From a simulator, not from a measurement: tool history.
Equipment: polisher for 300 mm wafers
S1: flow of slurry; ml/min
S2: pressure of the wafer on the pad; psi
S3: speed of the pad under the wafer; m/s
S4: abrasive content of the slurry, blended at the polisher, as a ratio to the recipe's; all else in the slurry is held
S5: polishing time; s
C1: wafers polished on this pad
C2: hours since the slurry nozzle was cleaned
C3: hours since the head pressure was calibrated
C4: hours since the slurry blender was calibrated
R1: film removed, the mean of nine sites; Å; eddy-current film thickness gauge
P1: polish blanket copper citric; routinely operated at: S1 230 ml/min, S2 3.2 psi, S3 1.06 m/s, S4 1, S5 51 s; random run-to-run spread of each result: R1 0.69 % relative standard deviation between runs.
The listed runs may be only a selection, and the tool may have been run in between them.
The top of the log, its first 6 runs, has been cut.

run,hour,S1,S2,S3,S4,S5,C1,C2,C3,C4,R1
7,49.5,305,3.2,1.06,1,51,858,19.6,1145.8,439.9,1538.1
8,56.7,230,3.2,1.06,1,51,924,26.8,1153,447.1,1503.8
9,62.7,230,4.5,1.06,1,51,978,32.8,1159,453.1,2097.1
10,68.7,230,3.2,1.06,1,51,1033,38.8,1165,459.1,1499
11,77.2,230,3.2,1.06,1,51,1110,47.3,1173.5,467.6,1482
12,81.6,230,3.2,1.06,1,51,1150,51.7,1177.9,472,1484.7
13,88.4,230,3.2,1.06,1,51,1212,58.5,1184.7,478.8,1491.3
14,94.8,230,3.2,1.56,1,63,1270,64.9,1191.1,485.2,2678.3
15,103.3,230,3.2,1.06,0.75,51,1347,73.4,1199.6,493.7,1420.5
16,107.5,140,3.2,1.06,1,51,1386,77.6,1203.8,497.9,1385.3
17,116.3,230,3.2,0.68,1,51,1466,86.4,1212.6,506.7,953.95
18,125.2,230,3.2,1.06,1,51,1547,95.3,1221.5,515.6,1479.5
19,132.9,315,3.2,1.06,0.6,51,1617,103,1229.2,523.3,1374
20,140.2,230,1.8,1.58,1,51,1683,110.3,1236.5,530.6,1271
21,147.6,230,3.2,1.06,1,51,1750,117.7,1243.9,538,1469.4
22,153.8,230,3.2,1.06,1,51,1807,123.9,1250.1,544.2,1458.5
23,159,230,3.2,1.06,1,51,1854,129.1,1255.3,549.4,1437
24,163.2,230,3.2,1.06,1,51,1892,133.3,1259.5,553.6,1451.8
25,171.4,230,3.2,1.06,1,51,1967,141.5,1267.7,561.8,1407.8

Run 26 comes next. What will it give?
26,176.9,230,3.2,1.06,1,51,2017,147,1273.2,567.3,?

{"run 26": {"R1": 1427.5}}
